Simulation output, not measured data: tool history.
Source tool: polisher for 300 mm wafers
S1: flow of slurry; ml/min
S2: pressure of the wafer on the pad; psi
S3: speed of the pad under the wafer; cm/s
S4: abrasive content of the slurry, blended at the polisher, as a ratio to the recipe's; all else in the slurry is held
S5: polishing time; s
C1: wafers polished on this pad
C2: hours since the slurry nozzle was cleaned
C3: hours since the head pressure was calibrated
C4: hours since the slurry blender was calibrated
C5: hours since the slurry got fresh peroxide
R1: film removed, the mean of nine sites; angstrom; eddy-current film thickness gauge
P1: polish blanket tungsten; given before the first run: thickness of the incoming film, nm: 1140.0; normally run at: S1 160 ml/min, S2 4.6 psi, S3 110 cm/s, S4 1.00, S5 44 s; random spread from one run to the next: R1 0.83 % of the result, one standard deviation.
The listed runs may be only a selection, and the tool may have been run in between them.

| run | hour | S1 | S2 | S3 | S4 | S5 | C1 | C2 | C3 | C4 | C5 | R1 |
|---|---|---|---|---|---|---|---|---|---|---|---|---|
| 1 | 4.5 | 160 | 4.6 | 110 | 1.00 | 44 | 1066 | 426.3 | 289.5 | 146.3 | 113.1 | 3107.3 |
| 2 | 9.6 | 160 | 4.6 | 158 | 1.00 | 56 | 1123 | 431.4 | 294.6 | 151.4 | 118.2 | 5697.6 |
| 3 | 13.9 | 125 | 4.6 | 110 | 1.00 | 63 | 1171 | 435.7 | 298.9 | 155.7 | 122.5 | 4216.4 |
|  | 15.3 | slurry blender recalibrated |
| 4 | 18.8 | 160 | 4.6 | 110 | 1.00 | 44 | 1225 | 440.6 | 303.8 | 3.5 | 127.4 | 3151.8 |
| 5 | 23.6 | 160 | 2.4 | 110 | 1.00 | 44 | 1279 | 445.4 | 308.6 | 8.3 | 132.2 | 1594.5 |
| 6 | 29.7 | 160 | 4.6 | 110 | 1.00 | 20 | 1347 | 451.5 | 314.7 | 14.4 | 138.3 | 1409.5 |
| 7 | 35.4 | 160 | 4.6 | 110 | 0.65 | 44 | 1411 | 457.2 | 320.4 | 20.1 | 144.0 | 2816.1 |
| 8 | 38.7 | 160 | 4.6 | 110 | 1.00 | 44 | 1448 | 460.5 | 323.7 | 23.4 | 147.3 | 3071.8 |
| 9 | 44.5 | 160 | 4.6 | 110 | 1.00 | 44 | 1512 | 466.3 | 329.5 | 29.2 | 153.1 | 3136.5 |
| 10 | 48.7 | 160 | 4.6 | 50 | 1.00 | 44 | 1559 | 470.5 | 333.7 | 33.4 | 157.3 | 1407.3 |
| 11 | 52.7 | 160 | 4.6 | 110 | 1.00 | 44 | 1604 | 474.5 | 337.7 | 37.4 | 161.3 | 3097.2 |
| 12 | 57.7 | 245 | 4.6 | 110 | 1.00 | 44 | 1660 | 479.5 | 342.7 | 42.4 | 166.3 | 3252.8 |
| 13 | 61.3 | 160 | 4.6 | 162 | 1.00 | 44 | 1700 | 483.1 | 346.3 | 46.0 | 169.9 | 4589.7 |
| 14 | 65.6 | 160 | 4.6 | 110 | 1.25 | 44 | 1748 | 487.4 | 350.6 | 50.3 | 174.2 | 3262.7 |
| 15 | 70.9 | 160 | 6.9 | 110 | 1.00 | 44 | 1807 | 492.7 | 355.9 | 55.6 | 179.5 | 4671.1 |
| 16 | 74.5 | 95 | 4.6 | 110 | 1.00 | 44 | 1848 | 496.3 | 359.5 | 59.2 | 183.1 | 2751.3 |
| 17 | 79.6 | 160 | 4.6 | 110 | 1.00 | 44 | 1905 | 501.4 | 364.6 | 64.3 | 188.2 | 3086.0 |
| 18 | 82.5 | 160 | 4.6 | 110 | 1.00 | 55 | 1937 | 504.3 | 367.5 | 67.2 | 191.1 | 3870.2 |
| 19 | 87.7 | 160 | 4.6 | 110 | 1.00 | 44 | 1995 | 509.5 | 372.7 | 72.4 | 196.3 | 3092.9 |
| 20 | 93.0 | 160 | 4.6 | 110 | 1.00 | 44 | 2054 | 514.8 | 378.0 | 77.7 | 201.6 | 2947.0 |
| 21 | 97.5 | 160 | 4.6 | 110 | 1.00 | 44 | 2105 | 519.3 | 382.5 | 82.2 | 206.1 | 2926.8 |
| 22 | 102.2 | 160 | 4.6 | 110 | 1.00 | 44 | 2157 | 524.0 | 387.2 | 86.9 | 210.8 | 2877.1 |
|  | 102.9 | slurry tank refilled with fresh slurry and peroxide |
|  | 103.3 | worn pad replaced by a new one |
| 23 | 108.4 | 160 | 4.6 | 110 | 1.00 | 44 | 57 | 530.2 | 393.4 | 93.1 | 5.5 | 2868.4 |
|  | 110.0 | slurry blender recalibrated |
| 24 | 111.8 | 160 | 4.6 | 110 | 1.00 | 44 | 95 | 533.6 | 396.8 | 1.8 | 8.9 | 2815.2 |
| 25 | 118.1 | 160 | 4.6 | 110 | 1.00 | 44 | 165 | 539.9 | 403.1 | 8.1 | 15.2 | 2840.5 |

What P1 gives has crept away from where it was. These 2 causes fit the log equally well, each at the size given:
A: head's pressure below its setpoint, % = 9.06
B: slurry flow missing at the pad, % = 37.4
At approximately hour 87.7, the process output began to creep.
Excluded causes, each with its reason:
removal rate lost through wear of the pad, %: its service at hour 103.3 followed the start of the drift and did not put the process back to its old value
abrasive missing from the slurry, %: its service at hour 110.0 followed the start of the drift and did not put the process back to its old value
peroxide lost from the slurry, %: its service at hour 102.9 followed the start of the drift and did not put the process back to its old value

Below are 4 check runs, each averaged over 2 wafers, with their results shown as question marks. Which of them would give clearly different results depending on which cause is behind the drift?
| check 1 | 124.4 | 160 | 6.7 | 68 | 1.00 | 44 |  |  |  |  |  | ? |
| check 2 | 124.4 | 160 | 2.7 | 160 | 1.00 | 44 |  |  |  |  |  | ? |
| check 3 | 124.4 | 95 | 4.6 | 110 | 1.00 | 26 |  |  |  |  |  | ? |
| check 4 | 124.4 | 160 | 6.0 | 50 | 1.00 | 44 |  |  |  |  |  | ? |

How each check would come out, cause by cause:
| check | result | if A | if B |
|---|---|---|---|
| check 1 | R1 | 2544.4 | 2545.0 |
| check 2 | R1 | 2412.6 | 2413.2 |
| check 3 | R1 | 1498.6 | 1418.9 |
| check 4 | R1 | 1675.4 | 1675.8 |
Gap, in per cent, between the two causes that each check separates least, read from the result that separates them most: check 1 0.02 %; check 2 0.02 %; check 3 5.46 %; check 4 0.02 %
The causes can be told apart only by check 3. The other checks would give nearly the same results under each of them.

With check 3 done, the readings were: R1 1493.7 angstrom. Identify which of the listed causes applies.

It was cause A: head's pressure below its setpoint, %.
